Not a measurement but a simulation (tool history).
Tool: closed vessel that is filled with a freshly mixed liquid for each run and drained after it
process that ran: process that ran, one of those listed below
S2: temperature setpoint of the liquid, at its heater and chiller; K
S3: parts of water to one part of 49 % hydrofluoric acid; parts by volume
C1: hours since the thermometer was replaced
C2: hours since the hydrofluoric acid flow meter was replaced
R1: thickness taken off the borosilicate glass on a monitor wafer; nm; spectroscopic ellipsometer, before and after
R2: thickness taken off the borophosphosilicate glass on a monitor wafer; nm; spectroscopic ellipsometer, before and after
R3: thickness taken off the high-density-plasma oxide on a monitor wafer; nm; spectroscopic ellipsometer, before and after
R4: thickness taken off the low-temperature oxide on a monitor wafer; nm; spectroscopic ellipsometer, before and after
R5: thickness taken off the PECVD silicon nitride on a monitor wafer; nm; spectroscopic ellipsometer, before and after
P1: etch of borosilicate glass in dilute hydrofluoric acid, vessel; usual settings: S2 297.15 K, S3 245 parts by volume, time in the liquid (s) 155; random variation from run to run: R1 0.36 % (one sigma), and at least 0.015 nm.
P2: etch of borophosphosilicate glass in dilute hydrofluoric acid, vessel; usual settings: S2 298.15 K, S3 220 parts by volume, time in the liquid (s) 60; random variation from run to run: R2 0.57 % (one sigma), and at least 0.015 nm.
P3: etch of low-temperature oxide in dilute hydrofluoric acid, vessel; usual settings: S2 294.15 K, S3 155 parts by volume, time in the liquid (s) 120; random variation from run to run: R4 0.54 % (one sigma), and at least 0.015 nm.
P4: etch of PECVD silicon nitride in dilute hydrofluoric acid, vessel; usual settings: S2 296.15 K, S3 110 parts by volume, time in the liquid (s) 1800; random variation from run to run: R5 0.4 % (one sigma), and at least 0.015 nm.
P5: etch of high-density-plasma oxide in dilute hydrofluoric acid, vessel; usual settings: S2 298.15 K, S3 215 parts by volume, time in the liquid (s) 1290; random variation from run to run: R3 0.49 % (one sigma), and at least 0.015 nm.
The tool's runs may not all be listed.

Run 1, day 0.192: process that ran P1, S2 297.15 K, S3 245 parts by volume, time in the liquid (s) 155; C1 1215.9; C2 549. Result: R1 14.688 nm.
Run 2, day 0.442: process that ran P2, S2 298.15 K, S3 220 parts by volume, time in the liquid (s) 120; C1 1221.9; C2 555. Result: R2 19.379 nm.
Run 3, day 0.754: process that ran P5, S2 298.15 K, S3 215 parts by volume, time in the liquid (s) 1290; C1 1229.4; C2 562.5. Result: R3 34.401 nm.
Run 4, day 1.075: process that ran P1, S2 293.15 K, S3 245 parts by volume, time in the liquid (s) 30; C1 1237.1; C2 570.2. Result: R1 2.4558 nm.
Run 5, day 1.438: process that ran P1, S2 297.15 K, S3 420 parts by volume, time in the liquid (s) 155; C1 1245.8; C2 578.9. Result: R1 7.2659 nm.
Run 6, day 1.742: process that ran P2, S2 298.15 K, S3 340 parts by volume, time in the liquid (s) 60; C1 1253.1; C2 586.2. Result: R2 5.6665 nm.
Run 7, day 1.975: process that ran P1, S2 297.15 K, S3 245 parts by volume, time in the liquid (s) 270; C1 1258.7; C2 591.8. Result: R1 25.719 nm.
Run 8, day 2.171: process that ran P1, S2 292.15 K, S3 130 parts by volume, time in the liquid (s) 155; C1 1263.4; C2 596.5. Result: R1 25.908 nm.
Run 9, day 2.442: process that ran P3, S2 294.15 K, S3 155 parts by volume, time in the liquid (s) 120; C1 1269.9; C2 603. Result: R4 17.99 nm.
Run 10, day 2.729: process that ran P4, S2 296.15 K, S3 110 parts by volume, time in the liquid (s) 3465; C1 1276.8; C2 609.9. Result: R5 47.75 nm.
Run 11, day 3.067: process that ran P5, S2 305.15 K, S3 215 parts by volume, time in the liquid (s) 1290; C1 1284.9; C2 618. Result: R3 44.344 nm.
Run 12, day 3.262: process that ran P1, S2 297.15 K, S3 245 parts by volume, time in the liquid (s) 50; C1 1289.6; C2 622.7. Result: R1 4.7204 nm.
Run 13, day 3.612: process that ran P1, S2 297.15 K, S3 245 parts by volume, time in the liquid (s) 155; C1 1298; C2 631.1. Result: R1 14.666 nm.
Run 14, day 3.896: process that ran P1, S2 297.15 K, S3 245 parts by volume, time in the liquid (s) 155; C1 1304.8; C2 637.9. Result: R1 14.672 nm.
Run 15, day 4.142: process that ran P1, S2 290.15 K, S3 245 parts by volume, time in the liquid (s) 155; C1 1310.7; C2 643.8. Result: R1 11.331 nm.
Run 16, day 4.312: process that ran P5, S2 298.15 K, S3 215 parts by volume, time in the liquid (s) 1290; C1 1314.8; C2 647.9. Result: R3 34.413 nm.
Run 17, day 4.562: process that ran P3, S2 290.15 K, S3 155 parts by volume, time in the liquid (s) 120; C1 1320.8; C2 653.9. Result: R4 15.443 nm.
Run 18, day 4.925: process that ran P3, S2 294.15 K, S3 155 parts by volume, time in the liquid (s) 200; C1 1329.5; C2 662.6. Result: R4 29.763 nm.
Run 19, day 5.146: process that ran P1, S2 297.15 K, S3 245 parts by volume, time in the liquid (s) 155; C1 1334.8; C2 667.9. Result: R1 14.781 nm.
Run 20, day 5.458: process that ran P1, S2 297.15 K, S3 245 parts by volume, time in the liquid (s) 155; C1 1342.3; C2 675.4. Result: R1 14.694 nm.
Run 21, day 5.817: process that ran P5, S2 298.15 K, S3 215 parts by volume, time in the liquid (s) 2310; C1 1350.9; C2 684. Result: R3 62.229 nm.
Run 22, day 6.008: process that ran P4, S2 296.15 K, S3 110 parts by volume, time in the liquid (s) 1800; C1 1355.5; C2 688.6. Result: R5 24.724 nm.
Run 23, day 6.196: process that ran P5, S2 298.15 K, S3 325 parts by volume, time in the liquid (s) 1290; C1 1360; C2 693.1. Result: R3 20.541 nm.
Run 24, day 6.358: process that ran P2, S2 298.15 K, S3 220 parts by volume, time in the liquid (s) 60; C1 1363.9; C2 697. Result: R2 9.7337 nm.
Run 25, day 6.617: process that ran P1, S2 301.15 K, S3 245 parts by volume, time in the liquid (s) 155; C1 1370.1; C2 703.2. Result: R1 16.855 nm.
Run 26, day 6.962: process that ran P2, S2 292.65 K, S3 220 parts by volume, time in the liquid (s) 60; C1 1378.4; C2 711.5. Result: R2 7.9506 nm.
Run 27, day 7.238: process that ran P1, S2 297.15 K, S3 85 parts by volume, time in the liquid (s) 155; C1 1385; C2 718.1. Result: R1 50.972 nm.
Run 28, day 7.45: process that ran P4, S2 290.15 K, S3 110 parts by volume, time in the liquid (s) 1800; C1 1390.1; C2 723.2. Result: R5 16.422 nm.
Run 29, day 7.733: process that ran P3, S2 294.15 K, S3 290 parts by volume, time in the liquid (s) 120; C1 1396.9; C2 730. Result: R4 8.3787 nm.

Forecast run 30:
Run 30, day 7.979: process that ran P4, S2 296.15 K, S3 160 parts by volume, time in the liquid (s) 1800; C1 1402.8; C2 735.9. Result: R5 ?.

R5: 17.134 nm
